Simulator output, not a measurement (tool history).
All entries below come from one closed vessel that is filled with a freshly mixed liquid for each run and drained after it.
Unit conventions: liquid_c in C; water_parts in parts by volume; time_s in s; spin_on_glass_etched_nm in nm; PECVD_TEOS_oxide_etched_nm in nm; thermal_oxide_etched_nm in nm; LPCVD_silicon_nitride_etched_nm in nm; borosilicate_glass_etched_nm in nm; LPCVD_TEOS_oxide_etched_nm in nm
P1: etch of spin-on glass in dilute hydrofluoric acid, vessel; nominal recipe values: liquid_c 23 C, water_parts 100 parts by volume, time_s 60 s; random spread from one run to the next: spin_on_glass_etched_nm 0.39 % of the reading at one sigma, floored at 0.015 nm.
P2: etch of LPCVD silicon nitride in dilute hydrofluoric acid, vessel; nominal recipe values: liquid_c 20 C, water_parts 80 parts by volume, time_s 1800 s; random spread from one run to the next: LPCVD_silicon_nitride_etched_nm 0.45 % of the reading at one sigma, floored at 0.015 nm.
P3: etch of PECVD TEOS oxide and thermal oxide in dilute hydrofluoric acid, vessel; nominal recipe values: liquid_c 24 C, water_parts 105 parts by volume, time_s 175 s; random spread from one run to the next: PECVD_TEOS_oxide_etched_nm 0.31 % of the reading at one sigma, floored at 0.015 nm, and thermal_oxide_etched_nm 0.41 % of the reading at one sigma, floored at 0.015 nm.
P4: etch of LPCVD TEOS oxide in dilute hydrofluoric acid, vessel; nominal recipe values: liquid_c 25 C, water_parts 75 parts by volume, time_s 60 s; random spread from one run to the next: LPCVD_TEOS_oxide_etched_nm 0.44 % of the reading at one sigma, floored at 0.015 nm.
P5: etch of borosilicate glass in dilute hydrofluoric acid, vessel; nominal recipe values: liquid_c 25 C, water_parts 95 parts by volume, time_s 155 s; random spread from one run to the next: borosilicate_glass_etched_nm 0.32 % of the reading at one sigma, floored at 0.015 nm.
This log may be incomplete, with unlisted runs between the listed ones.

run,day,process,liquid_c,water_parts,time_s,hours since the thermometer was replaced,hours since the hydrofluoric acid flow meter was replaced,spin_on_glass_etched_nm,PECVD_TEOS_oxide_etched_nm,thermal_oxide_etched_nm,LPCVD_silicon_nitride_etched_nm,borosilicate_glass_etched_nm,LPCVD_TEOS_oxide_etched_nm
1,0.5,P1,23,100,60,465.9,133.1,21.757,,,,,
2,0.9,P1,23,60,60,475.5,142.7,38.043,,,,,
3,1.238,P1,23,170,60,483.6,150.8,11.771,,,,,
4,1.529,P3,30,105,175,490.6,157.8,,23.579,10.28,,,
5,1.9,P2,20,80,3000,499.5,166.7,,,,16.792,,
6,2.279,P5,25,95,155,508.6,175.8,,,,,47.629,
7,2.696,P2,20,80,1800,518.6,185.8,,,,10.182,,
8,3.133,P4,25,75,30,529.1,196.3,,,,,,8.6841
9,3.379,P5,25,95,40,535,202.2,,,,,12.208,
10,3.696,P1,23,100,60,542.6,209.8,21.719,,,,,
11,3.946,P2,24.5,80,1800,548.6,215.8,,,,13.754,,
12,4.292,P1,23,100,60,556.9,224.1,21.822,,,,,
13,4.704,P4,25,75,60,566.8,234,,,,,,17.406
14,4.95,P3,24,105,175,572.7,239.9,,18.632,8.1761,,,
15,5.433,P4,25,75,60,584.3,251.5,,,,,,17.383
16,5.858,P3,24,165,175,594.5,261.7,,11.033,4.8742,,,
17,6.246,P1,23,100,60,603.8,271,21.758,,,,,
18,6.654,P1,23,100,30,613.6,280.8,10.851,,,,,
19,6.929,P1,23,100,105,620.2,287.4,37.812,,,,,
20,7.371,P4,31.5,75,60,630.8,298,,,,,,22.312
21,7.654,P1,29.5,60,60,637.6,304.8,49.384,,,,,
22,7.938,P4,25,115,60,644.4,311.6,,,,,,10.742
23,8.333,P1,17.5,100,60,653.9,321.1,17.333,,,,,
24,8.867,P1,31,100,60,666.7,333.9,29.498,,,,,
25,9.325,P1,23,100,60,677.7,344.9,21.703,,,,,
26,9.738,P3,24,105,30,687.6,354.8,,3.2016,1.4083,,,
27,10.146,P1,23,100,60,697.4,364.6,21.548,,,,,
28,10.617,P5,17,95,155,708.7,375.9,,,,,34.123,
29,11.167,P5,25,45,155,721.9,389.1,,,,,107.09,
30,11.517,P2,20,20,1800,730.3,397.5,,,,38.676,,
31,11.988,P1,23,100,60,741.6,408.8,21.852,,,,,
32,12.529,P1,23,100,60,754.6,421.8,20.815,,,,,
33,12.858,P1,23,100,60,762.5,429.7,20.43,,,,,
34,13.358,P1,23,100,60,774.5,441.7,19.994,,,,,
35,13.871,P1,23,100,60,786.8,454,19.856,,,,,
36,14.371,P1,23,100,60,798.8,466,19.851,,,,,
37,14.662,P1,23,100,60,805.8,473,19.902,,,,,
38,14.95,P1,23,100,60,812.7,479.9,19.839,,,,,

P1 has crept away from where it was. The log is fitted equally well by each of these 2 causes, at the sizes shown:
A: liquid colder than its thermometer reads (K) = 2.32
B: hydrofluoric acid flow below the setpoint (%) = 7.98
Onset of the creep was near day 11.988.

Question marks stand in for the results of the 4 check runs listed below, each run on one wafer. Under which run would the listed causes show clearly different results?
check 1,15.238,P3,24,105,175,,,,?,?,,,
check 2,15.238,P2,20,80,1800,,,,,,?,,
check 3,15.238,P5,25,95,155,,,,,,,?,
check 4,15.238,P4,25,75,60,,,,,,,,?

If the cause were each of the candidates in turn, the checks would give the following:
check,result,if A,if B
check 1,PECVD_TEOS_oxide_etched_nm,17.019,16.991
check 1,thermal_oxide_etched_nm,7.4648,7.4524
check 2,LPCVD_silicon_nitride_etched_nm,8.6298,9.3436
check 3,borosilicate_glass_etched_nm,43.263,43.212
check 4,LPCVD_TEOS_oxide_etched_nm,15.759,15.793
Gap, in per cent, between the two causes that each check separates least, read from the result that separates them most: check 1 0.17 %; check 2 7.95 %; check 3 0.12 %; check 4 0.22 %
The other checks would show nearly matching results whichever cause is true, so check 2 is the only one that separates the causes.

Check 2 was then run and gave: LPCVD_silicon_nitride_etched_nm 8.7042 nm. Which cause is it?

Of the candidate causes, it is A: liquid colder than its thermometer reads (K).
